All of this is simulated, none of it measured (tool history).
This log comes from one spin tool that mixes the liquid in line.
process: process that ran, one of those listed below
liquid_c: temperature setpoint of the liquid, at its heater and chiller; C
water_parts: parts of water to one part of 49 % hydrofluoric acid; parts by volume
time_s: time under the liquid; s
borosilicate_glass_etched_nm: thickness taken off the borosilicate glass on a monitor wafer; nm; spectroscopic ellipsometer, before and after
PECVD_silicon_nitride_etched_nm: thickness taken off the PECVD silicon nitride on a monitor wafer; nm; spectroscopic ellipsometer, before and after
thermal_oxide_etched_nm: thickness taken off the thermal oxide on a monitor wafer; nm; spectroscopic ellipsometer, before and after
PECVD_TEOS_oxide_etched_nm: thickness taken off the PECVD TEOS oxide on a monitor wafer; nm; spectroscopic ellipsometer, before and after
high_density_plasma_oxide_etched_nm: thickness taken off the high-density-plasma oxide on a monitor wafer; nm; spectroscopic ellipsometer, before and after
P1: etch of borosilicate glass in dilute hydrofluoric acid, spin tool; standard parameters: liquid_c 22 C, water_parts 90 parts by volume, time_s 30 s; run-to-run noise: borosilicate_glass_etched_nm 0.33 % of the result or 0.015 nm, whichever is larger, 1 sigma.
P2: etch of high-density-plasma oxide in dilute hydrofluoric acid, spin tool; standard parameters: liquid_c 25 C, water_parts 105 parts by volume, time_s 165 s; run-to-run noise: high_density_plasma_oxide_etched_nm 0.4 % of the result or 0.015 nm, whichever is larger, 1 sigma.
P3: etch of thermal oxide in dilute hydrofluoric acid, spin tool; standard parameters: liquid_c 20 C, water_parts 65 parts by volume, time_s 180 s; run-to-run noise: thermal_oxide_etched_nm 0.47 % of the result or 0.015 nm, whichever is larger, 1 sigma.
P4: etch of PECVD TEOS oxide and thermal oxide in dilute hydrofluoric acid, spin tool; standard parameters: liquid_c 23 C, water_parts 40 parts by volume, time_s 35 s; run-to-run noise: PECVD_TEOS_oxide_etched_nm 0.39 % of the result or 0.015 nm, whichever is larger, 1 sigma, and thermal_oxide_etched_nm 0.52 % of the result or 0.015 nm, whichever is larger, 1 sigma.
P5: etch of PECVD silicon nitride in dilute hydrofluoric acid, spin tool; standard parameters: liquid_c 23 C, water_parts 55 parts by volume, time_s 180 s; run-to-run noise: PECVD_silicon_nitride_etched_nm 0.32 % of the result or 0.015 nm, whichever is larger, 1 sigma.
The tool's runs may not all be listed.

| run | hour | process | liquid_c | water_parts | time_s | hours since the thermometer was replaced | hours since the hydrofluoric acid flow meter was replaced | borosilicate_glass_etched_nm | PECVD_silicon_nitride_etched_nm | thermal_oxide_etched_nm | PECVD_TEOS_oxide_etched_nm | high_density_plasma_oxide_etched_nm |
|---|---|---|---|---|---|---|---|---|---|---|---|---|
| 1 | 17.3 | P1 | 22 | 90 | 30 | 566 | 1651.3 | 7.1034 |  |  |  |  |
| 2 | 27.6 | P5 | 23 | 55 | 180 | 576.3 | 1661.6 |  | 14.95 |  |  |  |
| 3 | 43.3 | P3 | 20 | 115 | 180 | 592 | 1677.3 |  |  | 6.1327 |  |  |
| 4 | 58.4 | P4 | 23 | 40 | 35 | 607.1 | 1692.4 |  |  | 4.438 | 20.156 |  |
| 5 | 67.6 | P1 | 22 | 90 | 65 | 616.3 | 1701.6 | 15.385 |  |  |  |  |
| 6 | 77 | P4 | 23 | 40 | 35 | 625.7 | 1711 |  |  | 4.4501 | 20.261 |  |
| 7 | 89.5 | P1 | 18 | 30 | 30 | 638.2 | 1723.5 | 19.207 |  |  |  |  |
| 8 | 103.8 | P3 | 20 | 65 | 180 | 652.5 | 1737.8 |  |  | 11.454 |  |  |
| 9 | 114.8 | P3 | 20 | 65 | 90 | 663.5 | 1748.8 |  |  | 5.6501 |  |  |
| 10 | 131.5 | P5 | 23 | 55 | 180 | 680.2 | 1765.5 |  | 15.016 |  |  |  |
| 11 | 141.3 | P1 | 22 | 90 | 30 | 690 | 1775.3 | 7.0568 |  |  |  |  |
| 12 | 158.3 | P1 | 29.5 | 130 | 30 | 707 | 1792.3 | 6.2324 |  |  |  |  |
|  | 169.8 | hydrofluoric acid flow meter replaced |
| 13 | 174.6 | P1 | 22 | 45 | 30 | 723.3 | 4.8 | 14.884 |  |  |  |  |
| 14 | 183.4 | P1 | 22 | 125 | 60 | 732.1 | 13.6 | 9.8179 |  |  |  |  |
| 15 | 196.1 | P5 | 23 | 80 | 180 | 744.8 | 26.3 |  | 10.416 |  |  |  |
| 16 | 209.8 | P2 | 21 | 105 | 165 | 758.5 | 40 |  |  |  |  | 15.577 |
| 17 | 218.6 | P1 | 22 | 90 | 30 | 767.3 | 48.8 | 7.1035 |  |  |  |  |
| 18 | 229.9 | P5 | 23 | 55 | 95 | 778.6 | 60.1 |  | 7.949 |  |  |  |
| 19 | 244.7 | P1 | 22 | 90 | 30 | 793.4 | 74.9 | 7.0287 |  |  |  |  |
| 20 | 255 | P1 | 22 | 90 | 15 | 803.7 | 85.2 | 3.553 |  |  |  |  |
| 21 | 271.9 | P4 | 17 | 40 | 35 | 820.6 | 102.1 |  |  | 3.3936 | 15.768 |  |
| 22 | 284.2 | P1 | 27.5 | 90 | 30 | 832.9 | 114.4 | 8.7694 |  |  |  |  |
| 23 | 302.5 | P1 | 22 | 90 | 30 | 851.2 | 132.7 | 7.0713 |  |  |  |  |
| 24 | 312.4 | P2 | 25 | 105 | 165 | 861.1 | 142.6 |  |  |  |  | 18.423 |
| 25 | 324.7 | P2 | 25 | 105 | 50 | 873.4 | 154.9 |  |  |  |  | 5.574 |
| 26 | 337.3 | P1 | 22 | 90 | 30 | 886 | 167.5 | 7.0962 |  |  |  |  |
| 27 | 347.8 | P1 | 22 | 165 | 30 | 896.5 | 178 | 3.5674 |  |  |  |  |
| 28 | 363.7 | P4 | 23 | 25 | 35 | 912.4 | 193.9 |  |  | 7.2848 | 33.227 |  |
| 29 | 371.8 | P2 | 25 | 180 | 165 | 920.5 | 202 |  |  |  |  | 9.8772 |
| 30 | 386.9 | P3 | 17 | 65 | 180 | 935.6 | 217.1 |  |  | 10.099 |  |  |
| 31 | 402.6 | P4 | 23 | 40 | 60 | 951.3 | 232.8 |  |  | 7.6422 | 34.792 |  |
| 32 | 412.3 | P1 | 17.5 | 90 | 30 | 961 | 242.5 | 5.8539 |  |  |  |  |
| 33 | 425.2 | P5 | 17 | 55 | 180 | 973.9 | 255.4 |  | 9.9278 |  |  |  |
| 34 | 440.5 | P1 | 22 | 90 | 30 | 989.2 | 270.7 | 7.0492 |  |  |  |  |
| 35 | 454.9 | P1 | 22 | 90 | 30 | 1003.6 | 285.1 | 6.7754 |  |  |  |  |
| 36 | 469.1 | P1 | 22 | 90 | 30 | 1017.8 | 299.3 | 6.6093 |  |  |  |  |
| 37 | 482 | P1 | 22 | 90 | 30 | 1030.7 | 312.2 | 6.5176 |  |  |  |  |
| 38 | 494.4 | P1 | 22 | 90 | 30 | 1043.1 | 324.6 | 6.4987 |  |  |  |  |
| 39 | 505.5 | P1 | 22 | 90 | 30 | 1054.2 | 335.7 | 6.4461 |  |  |  |  |
| 40 | 522.2 | P1 | 22 | 90 | 30 | 1070.9 | 352.4 | 6.4308 |  |  |  |  |
| 41 | 532.3 | P1 | 22 | 90 | 30 | 1081 | 362.5 | 6.3952 |  |  |  |  |

Something has made what P1 gives creep away from where it was; the 2 causes below, each at its own stated size, fit the log equally well:
A: liquid colder than its thermometer reads (K) = 2.44
B: hydrofluoric acid flow below the setpoint (%) = 8.62
The drift started at roughly hour 440.5.

Below are 4 check runs, each on a single wafer, with their results shown as question marks. Which of them would tell the listed causes apart, meaning the causes would give clearly different results under it?
| check 1 | 542.4 | P5 | 23 | 55 | 180 |  |  |  | ? |  |  |  |
| check 2 | 542.4 | P3 | 20 | 65 | 180 |  |  |  |  | ? |  |  |
| check 3 | 542.4 | P2 | 25 | 105 | 165 |  |  |  |  |  |  | ? |
| check 4 | 542.4 | P4 | 23 | 40 | 35 |  |  |  |  | ? | ? |  |

What each check would give under each cause:
| check | result | if A | if B |
|---|---|---|---|
| check 1 | PECVD_silicon_nitride_etched_nm | 12.714 | 13.754 |
| check 2 | thermal_oxide_etched_nm | 10.284 | 10.349 |
| check 3 | high_density_plasma_oxide_etched_nm | 16.72 | 16.622 |
| check 4 | thermal_oxide_etched_nm | 4.0006 | 4.0327 |
| check 4 | PECVD_TEOS_oxide_etched_nm | 18.302 | 18.448 |
How far apart the two closest causes lie, in the result that separates them most: check 1 7.86 %; check 2 0.63 %; check 3 0.59 %; check 4 0.8 %
Only check 1 tells the causes apart: in the others they would give nearly the same result.

Check 1 was then run and gave: PECVD_silicon_nitride_etched_nm 13.757 nm. Which cause is it?

The cause is B: hydrofluoric acid flow below the setpoint (%).
